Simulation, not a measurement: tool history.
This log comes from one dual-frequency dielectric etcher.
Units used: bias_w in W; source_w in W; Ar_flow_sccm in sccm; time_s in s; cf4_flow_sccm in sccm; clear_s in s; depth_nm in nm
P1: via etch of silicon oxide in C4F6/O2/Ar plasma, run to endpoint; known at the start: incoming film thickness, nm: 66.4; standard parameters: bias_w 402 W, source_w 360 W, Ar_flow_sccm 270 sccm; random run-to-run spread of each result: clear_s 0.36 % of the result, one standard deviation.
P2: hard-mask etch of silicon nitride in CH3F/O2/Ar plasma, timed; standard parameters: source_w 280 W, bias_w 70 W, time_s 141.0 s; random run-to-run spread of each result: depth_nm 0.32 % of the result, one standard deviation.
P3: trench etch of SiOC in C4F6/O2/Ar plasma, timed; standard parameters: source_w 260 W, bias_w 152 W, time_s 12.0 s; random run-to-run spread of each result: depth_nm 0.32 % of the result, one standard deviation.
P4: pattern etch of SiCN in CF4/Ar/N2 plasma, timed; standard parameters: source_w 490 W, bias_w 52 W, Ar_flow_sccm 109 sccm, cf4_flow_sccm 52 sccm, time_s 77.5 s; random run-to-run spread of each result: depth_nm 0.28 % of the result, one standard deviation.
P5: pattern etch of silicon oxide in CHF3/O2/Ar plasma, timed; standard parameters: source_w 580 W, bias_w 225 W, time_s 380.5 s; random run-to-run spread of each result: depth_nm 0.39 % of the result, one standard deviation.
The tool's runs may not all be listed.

run,day,process,bias_w,source_w,Ar_flow_sccm,time_s,cf4_flow_sccm,hours since the last wet clean,hours since the last bias power generator calibration,hours since the last source power generator calibration,hours since the last Ar flow controller change,clear_s,depth_nm
1,0.462,P1,402,360,270,,,171.7,1768.7,783.1,1430.9,16.159,
2,1.125,P3,152,200,,12.0,,187.6,1784.6,799.0,1446.8,,18.203
3,1.521,P1,402,360,270,,,197.1,1794.1,808.5,1456.3,16.135,
4,2.162,P4,52,490,109,77.5,52,212.5,1809.5,823.9,1471.7,,60.427
5,2.625,P2,70,180,,141.0,,223.6,1820.6,835.0,1482.8,,71.006
6,3.225,P3,152,260,,12.0,,238.0,1835.0,849.4,1497.2,,20.073
7,3.750,P5,153,580,,380.5,,250.6,1847.6,862.0,1509.8,,697.200
8,4.154,P4,52,350,109,77.5,52,260.3,1857.3,871.7,1519.5,,45.127
9,4.521,P2,70,280,,141.0,,269.1,1866.1,880.5,1528.3,,83.422
10,4.854,P3,152,260,,17.0,,277.1,1874.1,888.5,1536.3,,28.467
11,5.325,P4,68,490,109,77.5,52,288.4,1885.4,899.8,1547.6,,66.204
12,5.679,P1,488,360,270,,,296.9,1893.9,908.3,1556.1,15.074,
13,6.254,P1,402,360,270,,,310.7,1907.7,922.1,1569.9,16.056,
14,6.621,P1,402,360,197,,,319.5,1916.5,930.9,1578.7,15.632,
15,7.125,P1,402,360,270,,,331.6,1928.6,943.0,1590.8,16.087,
16,7.583,P1,278,360,270,,,342.6,1939.6,954.0,1601.8,18.367,
17,8.183,P4,52,490,151,77.5,52,357.0,1954.0,968.4,1616.2,,56.837
18,8.729,P1,402,360,270,,,370.1,1967.1,981.5,1629.3,16.228,
19,9.404,P5,225,420,,380.5,,386.3,1983.3,997.7,1645.5,,708.150
20,10.008,P5,225,580,,547.5,,400.8,1997.8,1012.2,1660.0,,1148.100
21,10.496,P4,52,490,109,77.5,35,412.5,2009.5,1023.9,1671.7,,56.378
22,11.025,P1,402,260,201,,,425.2,2022.2,1036.6,1684.4,17.558,
# day 11.425: Ar flow controller replaced
23,11.562,P3,93,260,,12.0,,438.1,2035.1,1049.5,3.3,,17.443
24,11.946,P1,402,250,270,,,447.3,2044.3,1058.7,12.5,18.394,
25,12.542,P1,402,360,365,,,461.6,2058.6,1073.0,26.8,16.680,
26,13.079,P1,402,360,270,,,474.5,2071.5,1085.9,39.7,16.220,
27,13.421,P1,402,360,270,,,482.7,2079.7,1094.1,47.9,16.073,
28,14.046,P1,402,440,270,,,497.7,2094.7,1109.1,62.9,14.846,
29,14.550,P5,225,580,,380.5,,509.8,2106.8,1121.2,75.0,,797.270
30,14.858,P4,52,490,109,47.5,52,517.2,2114.2,1128.6,82.4,,36.986
31,15.188,P2,49,280,,141.0,,525.1,2122.1,1136.5,90.3,,74.047
32,15.558,P2,70,280,,197.5,,534.0,2131.0,1145.4,99.2,,117.630
33,16.217,P1,402,360,270,,,549.8,2146.8,1161.2,115.0,16.185,
34,16.617,P1,402,360,270,,,559.4,2156.4,1170.8,124.6,16.228,
35,16.921,P1,402,360,270,,,566.7,2163.7,1178.1,131.9,16.205,
36,17.267,P1,402,360,270,,,575.0,2172.0,1186.4,140.2,16.313,
37,17.754,P1,402,360,270,,,586.7,2183.7,1198.1,151.9,16.370,

Run 38 comes next. What will it give?
38,18.350,P1,402,360,270,,,601.0,2198.0,1212.4,166.2,?,

clear_s: 16.402 s
